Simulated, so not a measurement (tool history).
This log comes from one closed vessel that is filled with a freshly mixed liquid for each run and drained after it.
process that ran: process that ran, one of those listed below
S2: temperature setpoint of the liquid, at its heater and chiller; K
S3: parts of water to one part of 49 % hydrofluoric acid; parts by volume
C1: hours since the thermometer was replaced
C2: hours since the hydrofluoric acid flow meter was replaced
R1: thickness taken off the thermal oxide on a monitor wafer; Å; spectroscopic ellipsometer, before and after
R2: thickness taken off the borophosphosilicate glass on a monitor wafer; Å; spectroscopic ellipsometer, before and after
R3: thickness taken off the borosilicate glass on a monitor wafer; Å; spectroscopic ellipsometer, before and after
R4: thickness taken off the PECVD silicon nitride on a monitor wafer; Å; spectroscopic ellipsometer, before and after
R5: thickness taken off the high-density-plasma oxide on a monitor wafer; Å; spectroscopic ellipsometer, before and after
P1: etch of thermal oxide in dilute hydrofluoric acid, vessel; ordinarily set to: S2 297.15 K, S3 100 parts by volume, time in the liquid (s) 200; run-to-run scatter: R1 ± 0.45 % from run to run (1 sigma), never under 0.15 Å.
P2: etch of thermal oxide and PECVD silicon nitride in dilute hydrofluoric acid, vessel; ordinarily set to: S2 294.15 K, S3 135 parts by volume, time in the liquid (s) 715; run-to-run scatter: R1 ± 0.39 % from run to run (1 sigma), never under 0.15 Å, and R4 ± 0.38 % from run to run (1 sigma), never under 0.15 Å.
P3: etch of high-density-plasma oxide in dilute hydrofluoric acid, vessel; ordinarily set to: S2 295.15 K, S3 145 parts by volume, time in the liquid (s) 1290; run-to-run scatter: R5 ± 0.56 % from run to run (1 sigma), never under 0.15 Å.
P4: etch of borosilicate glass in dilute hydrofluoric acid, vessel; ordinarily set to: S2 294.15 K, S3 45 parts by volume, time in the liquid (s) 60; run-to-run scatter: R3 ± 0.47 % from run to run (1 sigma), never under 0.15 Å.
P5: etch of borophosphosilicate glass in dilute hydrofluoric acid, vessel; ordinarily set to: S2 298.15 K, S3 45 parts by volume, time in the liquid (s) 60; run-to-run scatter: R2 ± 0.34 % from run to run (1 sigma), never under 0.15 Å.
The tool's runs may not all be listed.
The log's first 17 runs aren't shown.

run 18 hour=227.5 | process_that_ran=P4 S2=294.15 S3=45 time_in_the_liquid_(s)=90 | C1=1883 C2=375.9 | R3=805.82
run 19 hour=240.8 | process_that_ran=P1 S2=297.15 S3=100 time_in_the_liquid_(s)=200 | C1=1896.3 C2=389.2 | R1=91.101
run 20 hour=251.7 | process_that_ran=P1 S2=297.15 S3=100 time_in_the_liquid_(s)=200 | C1=1907.2 C2=400.1 | R1=91.381
run 21 hour=261 | process_that_ran=P3 S2=295.15 S3=210 time_in_the_liquid_(s)=1290 | C1=1916.5 C2=409.4 | R5=256.18
run 22 hour=274.3 | process_that_ran=P4 S2=298.15 S3=45 time_in_the_liquid_(s)=60 | C1=1929.8 C2=422.7 | R3=633.6
run 23 hour=285 | process_that_ran=P4 S2=294.15 S3=20 time_in_the_liquid_(s)=60 | C1=1940.5 C2=433.4 | R3=1257.6
-- hour=289.3 hydrofluoric acid flow meter replaced
run 24 hour=300.3 | process_that_ran=P5 S2=298.15 S3=45 time_in_the_liquid_(s)=60 | C1=1955.8 C2=11.1 | R2=536.84
run 25 hour=311.1 | process_that_ran=P1 S2=297.15 S3=100 time_in_the_liquid_(s)=350 | C1=1966.6 C2=21.9 | R1=158.87
run 26 hour=325.1 | process_that_ran=P2 S2=294.15 S3=135 time_in_the_liquid_(s)=715 | C1=1980.6 C2=35.9 | R1=220.91 R4=87.252
run 27 hour=342.2 | process_that_ran=P5 S2=298.15 S3=45 time_in_the_liquid_(s)=90 | C1=1997.7 C2=53 | R2=802.01
run 28 hour=359.5 | process_that_ran=P2 S2=294.15 S3=135 time_in_the_liquid_(s)=70 | C1=2015 C2=70.3 | R1=21.954 R4=8.7332
run 29 hour=377 | process_that_ran=P1 S2=297.15 S3=100 time_in_the_liquid_(s)=200 | C1=2032.5 C2=87.8 | R1=91.495
run 30 hour=389.6 | process_that_ran=P1 S2=297.15 S3=100 time_in_the_liquid_(s)=200 | C1=2045.1 C2=100.4 | R1=89.067
run 31 hour=401.3 | process_that_ran=P1 S2=297.15 S3=100 time_in_the_liquid_(s)=200 | C1=2056.8 C2=112.1 | R1=88.027
run 32 hour=416 | process_that_ran=P1 S2=297.15 S3=100 time_in_the_liquid_(s)=200 | C1=2071.5 C2=126.8 | R1=86.691
run 33 hour=427.8 | process_that_ran=P1 S2=297.15 S3=100 time_in_the_liquid_(s)=200 | C1=2083.3 C2=138.6 | R1=85.963
run 34 hour=437 | process_that_ran=P1 S2=297.15 S3=100 time_in_the_liquid_(s)=200 | C1=2092.5 C2=147.8 | R1=86.475

Expected results for the next run?
run 35 hour=447.5 | process_that_ran=P1 S2=297.15 S3=100 time_in_the_liquid_(s)=200 | C1=2103 C2=158.3 | R1=?

Logged for run 35: R1 86.11 Å.

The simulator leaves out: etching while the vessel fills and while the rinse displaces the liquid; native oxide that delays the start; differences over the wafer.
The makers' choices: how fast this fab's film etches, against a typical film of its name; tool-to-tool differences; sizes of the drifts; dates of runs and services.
